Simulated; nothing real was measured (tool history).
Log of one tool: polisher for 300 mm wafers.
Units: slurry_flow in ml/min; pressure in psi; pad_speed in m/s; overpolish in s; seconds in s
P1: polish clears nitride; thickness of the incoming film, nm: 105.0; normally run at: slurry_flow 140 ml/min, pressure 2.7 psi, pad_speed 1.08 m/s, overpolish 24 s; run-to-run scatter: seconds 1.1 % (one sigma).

run,day,slurry_flow,pressure,pad_speed,overpolish,wafers polished on this pad,hours since the slurry nozzle was cleaned,hours since the head pressure was calibrated,seconds
1,0.579,140,2.7,1.08,24,295,88.1,659.2,113.460
2,1.112,140,2.7,1.08,24,387,100.9,672.0,111.870
3,1.854,140,2.7,1.08,7,515,118.7,689.8,112.380
4,2.446,140,2.7,0.48,24,616,132.9,704.0,251.760
5,3.112,140,2.7,1.08,36,731,148.9,720.0,112.500
6,3.904,85,2.7,1.08,24,867,167.9,739.0,125.310
7,4.362,205,2.7,1.08,24,946,178.9,750.0,107.390
8,4.988,140,1.9,1.40,24,1053,193.9,765.0,121.710
9,5.567,140,2.7,1.08,24,1153,207.8,778.9,112.830
10,6.196,140,1.6,1.08,24,1261,222.9,794.0,191.840
11,6.854,140,4.0,1.08,24,1374,238.7,809.8,75.056
12,7.517,140,2.7,1.08,24,1488,254.6,825.7,110.990
13,7.971,140,2.7,1.08,24,1566,265.5,836.6,108.690
14,8.358,140,2.7,1.42,24,1633,274.8,845.9,84.295
15,9.029,140,2.7,1.08,24,1748,290.9,862.0,111.060
16,9.375,140,2.7,1.08,24,1807,299.2,870.3,114.050
17,9.783,140,2.7,1.08,24,1878,309.0,880.1,118.640
18,10.158,140,2.7,1.08,24,1942,318.0,889.1,116.600
19,10.883,140,2.7,1.08,24,2067,335.4,906.5,123.070
# day 11.050: head pressure recalibrated
20,11.621,140,2.7,1.08,24,2194,353.1,13.8,123.110
21,12.117,140,2.7,1.08,24,2279,365.0,25.7,121.870

The next listed run, before its measurement:
22,12.521,140,2.7,1.08,24,2348,374.7,35.4,?

{"run 22": {"seconds": 121.47}}
